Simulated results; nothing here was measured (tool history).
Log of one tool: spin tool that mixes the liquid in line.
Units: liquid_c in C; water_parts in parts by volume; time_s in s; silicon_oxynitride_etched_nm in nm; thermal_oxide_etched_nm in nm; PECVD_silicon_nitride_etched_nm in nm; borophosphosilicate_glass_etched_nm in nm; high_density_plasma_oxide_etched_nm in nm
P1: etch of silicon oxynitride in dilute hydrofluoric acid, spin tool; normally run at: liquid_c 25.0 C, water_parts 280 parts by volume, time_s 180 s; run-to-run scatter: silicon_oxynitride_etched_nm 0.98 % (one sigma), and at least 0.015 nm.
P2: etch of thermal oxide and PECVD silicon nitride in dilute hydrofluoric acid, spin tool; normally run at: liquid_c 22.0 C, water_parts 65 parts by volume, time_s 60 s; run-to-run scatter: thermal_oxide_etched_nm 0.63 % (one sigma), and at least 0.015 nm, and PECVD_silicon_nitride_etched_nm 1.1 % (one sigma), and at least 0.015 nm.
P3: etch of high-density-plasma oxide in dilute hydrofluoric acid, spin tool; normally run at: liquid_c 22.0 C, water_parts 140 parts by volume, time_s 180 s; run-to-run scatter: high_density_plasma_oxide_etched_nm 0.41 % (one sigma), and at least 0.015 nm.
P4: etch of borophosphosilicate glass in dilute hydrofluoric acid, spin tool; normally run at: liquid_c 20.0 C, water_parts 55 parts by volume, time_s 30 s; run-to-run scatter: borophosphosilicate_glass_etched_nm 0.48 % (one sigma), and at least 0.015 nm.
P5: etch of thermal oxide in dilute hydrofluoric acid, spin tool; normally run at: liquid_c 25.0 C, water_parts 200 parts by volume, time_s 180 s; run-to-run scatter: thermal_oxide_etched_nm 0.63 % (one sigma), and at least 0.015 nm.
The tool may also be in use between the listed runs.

| run | hour | process | liquid_c | water_parts | time_s | silicon_oxynitride_etched_nm | thermal_oxide_etched_nm | PECVD_silicon_nitride_etched_nm | borophosphosilicate_glass_etched_nm | high_density_plasma_oxide_etched_nm |
|---|---|---|---|---|---|---|---|---|---|---|
| 1 | 14.3 | P1 | 25.0 | 280 | 180 | 2.10170 |  |  |  |  |
| 2 | 22.5 | P5 | 25.0 | 110 | 180 |  | 7.9577 |  |  |  |
| 3 | 33.3 | P1 | 25.0 | 280 | 180 | 2.05790 |  |  |  |  |
| 4 | 45.4 | P2 | 22.0 | 90 | 60 |  | 2.8850 | 1.8707 |  |  |
| 5 | 52.9 | P4 | 20.0 | 55 | 30 |  |  |  | 23.127 |  |
| 6 | 66.4 | P5 | 17.5 | 200 | 180 |  | 2.9417 |  |  |  |
| 7 | 75.2 | P1 | 25.0 | 280 | 180 | 2.10050 |  |  |  |  |
| 8 | 83.7 | P1 | 29.0 | 280 | 180 | 2.43870 |  |  |  |  |
| 9 | 91.7 | P3 | 22.0 | 140 | 180 |  |  |  |  | 6.7802 |
| 10 | 98.9 | P2 | 22.0 | 65 | 95 |  | 6.4743 | 4.1064 |  |  |
|  | 99.7 | hydrofluoric acid flow meter replaced |
| 11 | 109.1 | P4 | 20.0 | 55 | 30 |  |  |  | 22.876 |  |
| 12 | 116.3 | P1 | 25.0 | 280 | 75 | 0.86178 |  |  |  |  |
| 13 | 127.2 | P1 | 19.5 | 280 | 180 | 1.58670 |  |  |  |  |
| 14 | 140.8 | P1 | 25.0 | 280 | 180 | 2.07270 |  |  |  |  |
| 15 | 151.9 | P1 | 30.5 | 280 | 315 | 4.60290 |  |  |  |  |
| 16 | 161.2 | P5 | 25.0 | 200 | 180 |  | 3.8847 |  |  |  |
| 17 | 167.4 | P3 | 22.0 | 140 | 305 |  |  |  |  | 11.6200 |
| 18 | 177.3 | P1 | 25.0 | 55 | 180 | 12.62300 |  |  |  |  |
| 19 | 189.3 | P3 | 17.0 | 140 | 180 |  |  |  |  | 5.5841 |
| 20 | 201.2 | P1 | 25.0 | 415 | 95 | 0.65342 |  |  |  |  |
| 21 | 207.5 | P1 | 25.0 | 280 | 365 | 4.25940 |  |  |  |  |
| 22 | 220.2 | P4 | 20.0 | 55 | 15 |  |  |  | 11.427 |  |
|  | 221.6 | thermometer replaced |
| 23 | 230.4 | P3 | 22.0 | 140 | 180 |  |  |  |  | 6.8376 |
| 24 | 239.8 | P2 | 22.0 | 65 | 60 |  | 4.1343 | 2.5530 |  |  |
| 25 | 249.5 | P4 | 20.0 | 100 | 30 |  |  |  | 12.013 |  |
| 26 | 257.2 | P1 | 25.0 | 280 | 180 | 2.05660 |  |  |  |  |
| 27 | 265.8 | P1 | 25.0 | 515 | 180 | 1.00620 |  |  |  |  |
| 28 | 277.6 | P2 | 17.0 | 65 | 60 |  | 3.3296 | 1.8425 |  |  |
| 29 | 286.7 | P4 | 28.5 | 55 | 30 |  |  |  | 32.176 |  |
| 30 | 294.3 | P1 | 25.0 | 280 | 180 | 2.05750 |  |  |  |  |
| 31 | 302.9 | P3 | 22.0 | 90 | 180 |  |  |  |  | 11.3910 |
| 32 | 315.5 | P5 | 25.0 | 200 | 285 |  | 6.1699 |  |  |  |
| 33 | 322.6 | P5 | 25.0 | 200 | 180 |  | 3.9384 |  |  |  |
| 34 | 335.2 | P1 | 25.0 | 280 | 180 | 2.08470 |  |  |  |  |
| 35 | 349.0 | P1 | 25.0 | 280 | 180 | 1.98460 |  |  |  |  |
| 36 | 363.0 | P1 | 25.0 | 280 | 180 | 1.97870 |  |  |  |  |
| 37 | 375.0 | P1 | 25.0 | 280 | 180 | 1.97440 |  |  |  |  |
| 38 | 383.7 | P1 | 25.0 | 280 | 180 | 1.91090 |  |  |  |  |
| 39 | 396.4 | P1 | 25.0 | 280 | 180 | 1.95310 |  |  |  |  |
| 40 | 410.0 | P1 | 25.0 | 280 | 180 | 1.92230 |  |  |  |  |
| 41 | 422.2 | P1 | 25.0 | 280 | 180 | 1.92710 |  |  |  |  |
| 42 | 429.3 | P1 | 25.0 | 280 | 180 | 1.95270 |  |  |  |  |

What P1 gives has crept away from where it was. These 2 causes fit the log equally well, each at the size given:
A: hydrofluoric acid flow below the setpoint (%) = 5.24
B: liquid colder than its thermometer reads (K) = 1.52
The creep began at about hour 335.2.

4 check runs are offered, each on 5 wafers whose results are averaged, their results left as question marks. Which one tells the causes apart?
| check 1 | 436.4 | P4 | 25.0 | 75 | 30 |  |  |  | ? |  |
| check 2 | 436.4 | P3 | 17.0 | 140 | 300 |  |  |  |  | ? |
| check 3 | 436.4 | P5 | 20.0 | 200 | 180 |  | ? |  |  |  |
| check 4 | 436.4 | P2 | 17.0 | 90 | 60 |  | ? | ? |  |  |

What each check would give under each cause:
| check | result | if A | if B |
|---|---|---|---|
| check 1 | borophosphosilicate_glass_etched_nm | 18.958 | 18.921 |
| check 2 | high_density_plasma_oxide_etched_nm | 8.8059 | 8.7906 |
| check 3 | thermal_oxide_etched_nm | 3.0406 | 3.0572 |
| check 4 | thermal_oxide_etched_nm | 2.2077 | 2.1948 |
| check 4 | PECVD_silicon_nitride_etched_nm | 1.2717 | 1.2038 |
How far apart the two closest causes lie, in the result that separates them most: check 1 0.2 %; check 2 0.17 %; check 3 0.54 %; check 4 5.49 %
Check 4 tells the causes apart: in the others they would give nearly the same result.

Then check 4 was run and gave: thermal_oxide_etched_nm 2.1947 nm; PECVD_silicon_nitride_etched_nm 1.1924 nm. Which cause is it?

It is B: liquid colder than its thermometer reads (K).
